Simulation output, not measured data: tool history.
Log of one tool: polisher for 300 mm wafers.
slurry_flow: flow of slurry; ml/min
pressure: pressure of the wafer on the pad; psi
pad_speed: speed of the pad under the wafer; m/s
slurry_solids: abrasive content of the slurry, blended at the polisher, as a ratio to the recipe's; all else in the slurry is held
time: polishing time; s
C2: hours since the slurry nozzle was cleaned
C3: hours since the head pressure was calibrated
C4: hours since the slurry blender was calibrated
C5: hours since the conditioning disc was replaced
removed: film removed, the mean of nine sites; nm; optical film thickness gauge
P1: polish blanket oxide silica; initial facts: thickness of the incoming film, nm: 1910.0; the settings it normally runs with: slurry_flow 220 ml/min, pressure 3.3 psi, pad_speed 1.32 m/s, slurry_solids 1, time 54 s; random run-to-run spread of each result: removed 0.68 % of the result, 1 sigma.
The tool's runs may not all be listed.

{"run": 1, "hour": 10.2, "slurry_flow": 220, "pressure": 3.3, "pad_speed": 1.32, "slurry_solids": 1, "time": 54, "wafers polished on this pad": 736, "C2": 222.7, "C3": 976, "C4": 104.1, "C5": 342.4, "removed": 137.03}
{"run": 2, "hour": 20.4, "slurry_flow": 220, "pressure": 3.3, "pad_speed": 1.32, "slurry_solids": 1, "time": 83, "wafers polished on this pad": 855, "C2": 232.9, "C3": 986.2, "C4": 114.3, "C5": 352.6, "removed": 211.91}
{"run": 3, "hour": 31.5, "slurry_flow": 220, "pressure": 3.3, "pad_speed": 1.32, "slurry_solids": 1, "time": 40, "wafers polished on this pad": 986, "C2": 244, "C3": 997.3, "C4": 125.4, "C5": 363.7, "removed": 101.79}
{"run": 4, "hour": 42.6, "slurry_flow": 220, "pressure": 3.3, "pad_speed": 1.98, "slurry_solids": 1, "time": 78, "wafers polished on this pad": 1116, "C2": 255.1, "C3": 1008.4, "C4": 136.5, "C5": 374.8, "removed": 278.81}
{"run": 5, "hour": 54.9, "slurry_flow": 220, "pressure": 3.3, "pad_speed": 1.32, "slurry_solids": 1, "time": 54, "wafers polished on this pad": 1260, "C2": 267.4, "C3": 1020.7, "C4": 148.8, "C5": 387.1, "removed": 140.65}
{"run": 6, "hour": 64.4, "slurry_flow": 220, "pressure": 3.3, "pad_speed": 1.32, "slurry_solids": 1.45, "time": 54, "wafers polished on this pad": 1372, "C2": 276.9, "C3": 1030.2, "C4": 158.3, "C5": 396.6, "removed": 161.61}
{"hour": 77.1, "done": "head pressure recalibrated"}
{"run": 7, "hour": 77.6, "slurry_flow": 220, "pressure": 3.3, "pad_speed": 1.32, "slurry_solids": 1, "time": 54, "wafers polished on this pad": 1526, "C2": 290.1, "C3": 0.5, "C4": 171.5, "C5": 409.8, "removed": 138.28}
{"run": 8, "hour": 90.2, "slurry_flow": 220, "pressure": 2.3, "pad_speed": 1.32, "slurry_solids": 1, "time": 54, "wafers polished on this pad": 1674, "C2": 302.7, "C3": 13.1, "C4": 184.1, "C5": 422.4, "removed": 97.157}
{"hour": 95.9, "done": "slurry blender recalibrated"}
{"run": 9, "hour": 100.3, "slurry_flow": 130, "pressure": 3.3, "pad_speed": 1.32, "slurry_solids": 1, "time": 54, "wafers polished on this pad": 1793, "C2": 312.8, "C3": 23.2, "C4": 4.5, "C5": 432.5, "removed": 128.46}
{"run": 10, "hour": 107.0, "slurry_flow": 220, "pressure": 5.1, "pad_speed": 1.32, "slurry_solids": 1, "time": 54, "wafers polished on this pad": 1871, "C2": 319.5, "C3": 29.9, "C4": 11.2, "C5": 439.2, "removed": 213.66}
{"run": 11, "hour": 116.3, "slurry_flow": 220, "pressure": 3.3, "pad_speed": 1.68, "slurry_solids": 1, "time": 54, "wafers polished on this pad": 1981, "C2": 328.8, "C3": 39.2, "C4": 20.5, "C5": 448.5, "removed": 168.31}
{"run": 12, "hour": 122.4, "slurry_flow": 220, "pressure": 3.3, "pad_speed": 0.62, "slurry_solids": 1, "time": 54, "wafers polished on this pad": 2052, "C2": 334.9, "C3": 45.3, "C4": 26.6, "C5": 454.6, "removed": 74.932}
{"run": 13, "hour": 135.0, "slurry_flow": 220, "pressure": 4.7, "pad_speed": 1.32, "slurry_solids": 0.65, "time": 54, "wafers polished on this pad": 2200, "C2": 347.5, "C3": 57.9, "C4": 39.2, "C5": 467.2, "removed": 157.96}
{"hour": 137.8, "done": "conditioning disc replaced and pad reconditioned"}
{"run": 14, "hour": 144.4, "slurry_flow": 220, "pressure": 3.3, "pad_speed": 1.32, "slurry_solids": 0.55, "time": 54, "wafers polished on this pad": 2310, "C2": 356.9, "C3": 67.3, "C4": 48.6, "C5": 6.7, "removed": 100.79}
{"run": 15, "hour": 152.4, "slurry_flow": 320, "pressure": 3.3, "pad_speed": 1.32, "slurry_solids": 1, "time": 54, "wafers polished on this pad": 2404, "C2": 364.9, "C3": 75.3, "C4": 56.6, "C5": 14.7, "removed": 144.65}
{"run": 16, "hour": 162.7, "slurry_flow": 220, "pressure": 3.3, "pad_speed": 1.32, "slurry_solids": 1, "time": 54, "wafers polished on this pad": 2525, "C2": 375.2, "C3": 85.6, "C4": 66.9, "C5": 25, "removed": 139.15}
{"run": 17, "hour": 173.8, "slurry_flow": 220, "pressure": 3.3, "pad_speed": 1.32, "slurry_solids": 1, "time": 54, "wafers polished on this pad": 2655, "C2": 386.3, "C3": 96.7, "C4": 78, "C5": 36.1, "removed": 138.63}
{"run": 18, "hour": 182.8, "slurry_flow": 220, "pressure": 3.3, "pad_speed": 1.32, "slurry_solids": 1, "time": 54, "wafers polished on this pad": 2761, "C2": 395.3, "C3": 105.7, "C4": 87, "C5": 45.1, "removed": 134.92}
{"run": 19, "hour": 194.3, "slurry_flow": 220, "pressure": 3.3, "pad_speed": 1.32, "slurry_solids": 1, "time": 54, "wafers polished on this pad": 2896, "C2": 406.8, "C3": 117.2, "C4": 98.5, "C5": 56.6, "removed": 131.48}
{"run": 20, "hour": 204.6, "slurry_flow": 220, "pressure": 3.3, "pad_speed": 1.32, "slurry_solids": 1, "time": 54, "wafers polished on this pad": 3017, "C2": 417.1, "C3": 127.5, "C4": 108.8, "C5": 66.9, "removed": 128.6}
{"run": 21, "hour": 218.3, "slurry_flow": 220, "pressure": 3.3, "pad_speed": 1.32, "slurry_solids": 1, "time": 54, "wafers polished on this pad": 3178, "C2": 430.8, "C3": 141.2, "C4": 122.5, "C5": 80.6, "removed": 123.43}
{"run": 22, "hour": 231.6, "slurry_flow": 220, "pressure": 3.3, "pad_speed": 1.32, "slurry_solids": 1, "time": 54, "wafers polished on this pad": 3334, "C2": 444.1, "C3": 154.5, "C4": 135.8, "C5": 93.9, "removed": 121.79}
{"hour": 235.8, "done": "head pressure recalibrated"}
{"hour": 238.7, "done": "conditioning disc replaced and pad reconditioned"}
{"run": 23, "hour": 242.9, "slurry_flow": 220, "pressure": 3.3, "pad_speed": 1.32, "slurry_solids": 1, "time": 54, "wafers polished on this pad": 3466, "C2": 455.4, "C3": 7.1, "C4": 147.1, "C5": 4.2, "removed": 122.93}
{"run": 24, "hour": 253.9, "slurry_flow": 220, "pressure": 3.3, "pad_speed": 1.32, "slurry_solids": 1, "time": 54, "wafers polished on this pad": 3595, "C2": 466.4, "C3": 18.1, "C4": 158.1, "C5": 15.2, "removed": 121.67}
{"hour": 254.6, "done": "slurry nozzle cleaned"}
{"run": 25, "hour": 267.7, "slurry_flow": 220, "pressure": 3.3, "pad_speed": 1.32, "slurry_solids": 1, "time": 54, "wafers polished on this pad": 3757, "C2": 13.1, "C3": 31.9, "C4": 171.9, "C5": 29, "removed": 119.79}
{"run": 26, "hour": 276.5, "slurry_flow": 220, "pressure": 3.3, "pad_speed": 1.32, "slurry_solids": 1, "time": 54, "wafers polished on this pad": 3860, "C2": 21.9, "C3": 40.7, "C4": 180.7, "C5": 37.8, "removed": 121.9}
{"run": 27, "hour": 287.9, "slurry_flow": 220, "pressure": 3.3, "pad_speed": 1.32, "slurry_solids": 1, "time": 54, "wafers polished on this pad": 3994, "C2": 33.3, "C3": 52.1, "C4": 192.1, "C5": 49.2, "removed": 118.94}
{"run": 28, "hour": 295.0, "slurry_flow": 220, "pressure": 3.3, "pad_speed": 1.32, "slurry_solids": 1, "time": 54, "wafers polished on this pad": 4078, "C2": 40.4, "C3": 59.2, "C4": 199.2, "C5": 56.3, "removed": 120.29}

What P1 gives has crept away from where it was. These 2 causes fit the log equally well, each at the size given:
A: abrasive missing from the slurry, % = 25.4
B: removal rate lost through wear of the pad, % = 13.4
Onset of the creep was near hour 173.8.
What rules out each remaining cause:
slurry flow missing at the pad, %: was serviced at hour 254.6, once the creep was under way, yet the earlier output never came back
head's pressure below its setpoint, %: was serviced at hour 235.8, once the creep was under way, yet the earlier output never came back
time polished since the conditioner stopped cutting, s: was serviced at hour 238.7, once the creep was under way, yet the earlier output never came back

Which of the check runs below tells the causes apart, meaning the causes would give it clearly different results? Each run uses 2 wafers whose results are averaged, and each result is shown as a question mark.
{"run": "check 1", "hour": 302.1, "slurry_flow": 220, "pressure": 3.3, "pad_speed": 1.32, "slurry_solids": 1, "time": 67, "removed": "?"}
{"run": "check 2", "hour": 302.1, "slurry_flow": 220, "pressure": 3.3, "pad_speed": 1.04, "slurry_solids": 1.15, "time": 54, "removed": "?"}
{"run": "check 3", "hour": 302.1, "slurry_flow": 220, "pressure": 3.3, "pad_speed": 1.32, "slurry_solids": 0.6, "time": 54, "removed": "?"}
{"run": "check 4", "hour": 302.1, "slurry_flow": 220, "pressure": 4.6, "pad_speed": 1.32, "slurry_solids": 1, "time": 80, "removed": "?"}

What each check would give under each cause:
check=check_1 result=removed if_A=149.1 if_B=149.11
check=check_2 result=removed if_A=106.65 if_B=105.57
check=check_3 result=removed if_A=88.901 if_B=92.228
check=check_4 result=removed if_A=248.17 if_B=248.17
Per-check spread between the two closest causes, in the result where they differ most: check 1 0 %; check 2 1.02 %; check 3 3.67 %; check 4 0 %
Check 3 distinguishes between the causes, while the remaining checks would return nearly the same result for all of them.

Here is what check 3 returned: removed 88.892 nm. Which cause is it?

It is A: abrasive missing from the slurry, %.
